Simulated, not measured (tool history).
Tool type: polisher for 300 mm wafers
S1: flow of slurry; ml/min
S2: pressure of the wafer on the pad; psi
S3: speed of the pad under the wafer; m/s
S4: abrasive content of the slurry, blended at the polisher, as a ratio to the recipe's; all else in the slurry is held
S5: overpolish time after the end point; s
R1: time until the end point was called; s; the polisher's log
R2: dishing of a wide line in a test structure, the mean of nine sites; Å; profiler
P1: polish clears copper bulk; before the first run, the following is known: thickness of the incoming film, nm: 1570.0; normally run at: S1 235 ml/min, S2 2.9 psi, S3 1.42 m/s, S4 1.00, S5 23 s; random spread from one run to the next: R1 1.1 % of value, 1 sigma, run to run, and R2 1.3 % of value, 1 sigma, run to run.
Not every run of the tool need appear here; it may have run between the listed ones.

{"run": 1, "day": 0.142, "S1": 235, "S2": 2.9, "S3": 1.42, "S4": 1.0, "S5": 23, "R1": 127.19, "R2": 736.52}
{"run": 2, "day": 0.267, "S1": 235, "S2": 2.9, "S3": 1.42, "S4": 1.0, "S5": 23, "R1": 125.87, "R2": 753.41}
{"run": 3, "day": 0.446, "S1": 235, "S2": 2.9, "S3": 1.42, "S4": 1.0, "S5": 23, "R1": 126.05, "R2": 746.38}
{"run": 4, "day": 0.562, "S1": 235, "S2": 2.9, "S3": 1.42, "S4": 1.0, "S5": 11, "R1": 127.76, "R2": 585.56}
{"run": 5, "day": 0.783, "S1": 235, "S2": 2.0, "S3": 1.42, "S4": 1.0, "S5": 13, "R1": 183.72, "R2": 517.92}
{"run": 6, "day": 0.967, "S1": 235, "S2": 2.9, "S3": 1.42, "S4": 1.0, "S5": 23, "R1": 126.54, "R2": 734.51}
{"day": 1.0, "done": "worn pad replaced by a new one"}
{"run": 7, "day": 1.142, "S1": 235, "S2": 2.9, "S3": 0.64, "S4": 1.0, "S5": 23, "R1": 283.92, "R2": 573.57}
{"run": 8, "day": 1.296, "S1": 235, "S2": 2.0, "S3": 1.42, "S4": 1.0, "S5": 23, "R1": 186.99, "R2": 627.3}
{"day": 1.446, "done": "slurry blender recalibrated"}
{"run": 9, "day": 1.542, "S1": 235, "S2": 2.9, "S3": 1.42, "S4": 0.55, "S5": 23, "R1": 145.84, "R2": 721.3}
{"run": 10, "day": 1.671, "S1": 235, "S2": 2.9, "S3": 1.42, "S4": 1.0, "S5": 23, "R1": 128.25, "R2": 711.87}
{"run": 11, "day": 1.812, "S1": 310, "S2": 2.9, "S3": 1.42, "S4": 1.0, "S5": 23, "R1": 124.69, "R2": 740.26}
{"run": 12, "day": 1.95, "S1": 235, "S2": 2.9, "S3": 1.42, "S4": 1.0, "S5": 23, "R1": 129.57, "R2": 751.15}
{"run": 13, "day": 2.079, "S1": 235, "S2": 2.9, "S3": 2.08, "S4": 1.0, "S5": 23, "R1": 86.25, "R2": 768.29}
{"run": 14, "day": 2.296, "S1": 235, "S2": 2.9, "S3": 1.42, "S4": 1.45, "S5": 11, "R1": 117.47, "R2": 611.73}
{"run": 15, "day": 2.433, "S1": 235, "S2": 2.9, "S3": 1.42, "S4": 1.0, "S5": 46, "R1": 127.69, "R2": 779.09}
{"run": 16, "day": 2.667, "S1": 235, "S2": 1.8, "S3": 2.18, "S4": 1.0, "S5": 23, "R1": 132.6, "R2": 644.39}
{"run": 17, "day": 2.892, "S1": 140, "S2": 2.9, "S3": 1.42, "S4": 1.0, "S5": 23, "R1": 138.53, "R2": 736.28}
{"run": 18, "day": 3.133, "S1": 235, "S2": 2.9, "S3": 1.42, "S4": 1.0, "S5": 23, "R1": 126.32, "R2": 731.09}
{"run": 19, "day": 3.333, "S1": 235, "S2": 4.6, "S3": 1.42, "S4": 1.0, "S5": 23, "R1": 81.887, "R2": 824.78}
{"run": 20, "day": 3.508, "S1": 235, "S2": 2.9, "S3": 1.42, "S4": 1.45, "S5": 23, "R1": 118.21, "R2": 744.75}
{"run": 21, "day": 3.717, "S1": 235, "S2": 2.9, "S3": 1.42, "S4": 1.0, "S5": 23, "R1": 129.38, "R2": 745.57}
{"run": 22, "day": 3.829, "S1": 235, "S2": 2.9, "S3": 1.42, "S4": 1.0, "S5": 23, "R1": 131.25, "R2": 725.64}
{"run": 23, "day": 3.95, "S1": 235, "S2": 2.9, "S3": 1.42, "S4": 1.0, "S5": 23, "R1": 130.81, "R2": 722.6}
{"run": 24, "day": 4.146, "S1": 235, "S2": 2.9, "S3": 1.42, "S4": 1.0, "S5": 23, "R1": 134.78, "R2": 731.54}
{"day": 4.258, "done": "head pressure recalibrated"}
{"run": 25, "day": 4.267, "S1": 235, "S2": 2.9, "S3": 1.42, "S4": 1.0, "S5": 23, "R1": 137.74, "R2": 723.87}
{"run": 26, "day": 4.421, "S1": 235, "S2": 2.9, "S3": 1.42, "S4": 1.0, "S5": 23, "R1": 133.61, "R2": 728.12}
{"day": 4.488, "done": "worn pad replaced by a new one"}
{"run": 27, "day": 4.538, "S1": 235, "S2": 2.9, "S3": 1.42, "S4": 1.0, "S5": 23, "R1": 137.85, "R2": 733.33}
{"run": 28, "day": 4.662, "S1": 235, "S2": 2.9, "S3": 1.42, "S4": 1.0, "S5": 23, "R1": 135.1, "R2": 716.25}
{"run": 29, "day": 4.883, "S1": 235, "S2": 2.9, "S3": 1.42, "S4": 1.0, "S5": 23, "R1": 138.15, "R2": 725.74}

P1 no longer gives what it gave before; its output has crept away from where it was. The following 2 causes, each at its listed size, fit the log equally well:
A: abrasive missing from the slurry, % = 27.7
B: slurry flow missing at the pad, % = 38.1
The drift started at roughly day 3.717.
Why every other cause is out:
removal rate lost through wear of the pad, %: serviced at day 4.488, after the drift had started, without restoring the earlier output
head's pressure below its setpoint, %: serviced at day 4.258, after the drift had started, without restoring the earlier output

Of the 4 check runs below, each run on 5 wafers with the results averaged and each result still a question mark, which one would tell the listed causes apart?
{"run": "check 1", "day": 5.104, "S1": 235, "S2": 2.9, "S3": 1.42, "S4": 0.65, "S5": 23, "R1": "?", "R2": "?"}
{"run": "check 2", "day": 5.104, "S1": 140, "S2": 2.9, "S3": 1.42, "S4": 1.4, "S5": 23, "R1": "?", "R2": "?"}
{"run": "check 3", "day": 5.104, "S1": 235, "S2": 4.5, "S3": 1.42, "S4": 1.0, "S5": 40, "R1": "?", "R2": "?"}
{"run": "check 4", "day": 5.104, "S1": 235, "S2": 4.0, "S3": 1.42, "S4": 1.0, "S5": 23, "R1": "?", "R2": "?"}

If the cause were each of the candidates in turn, the checks would give the following:
check=check_1 result=R1 if_A=149.740 if_B=150.280
check=check_1 result=R2 if_A=715.32 if_B=714.77
check=check_2 result=R1 if_A=137.950 if_B=143.350
check=check_2 result=R2 if_A=726.93 if_B=721.69
check=check_3 result=R1 if_A=88.526 if_B=88.520
check=check_3 result=R2 if_A=845.01 if_B=845.01
check=check_4 result=R1 if_A=99.592 if_B=99.585
check=check_4 result=R2 if_A=805.99 if_B=805.99
How far apart the two closest causes lie, in the result that separates them most: check 1 0.36 %; check 2 3.84 %; check 3 0.01 %; check 4 0.01 %
Check 2 tells the causes apart: in the others they would give nearly the same result.

Running check 2 produced the following: R1 139.010 s; R2 721.21 Å. Which one of the listed causes fits?

Of the candidate causes, it is A: abrasive missing from the slurry, %.
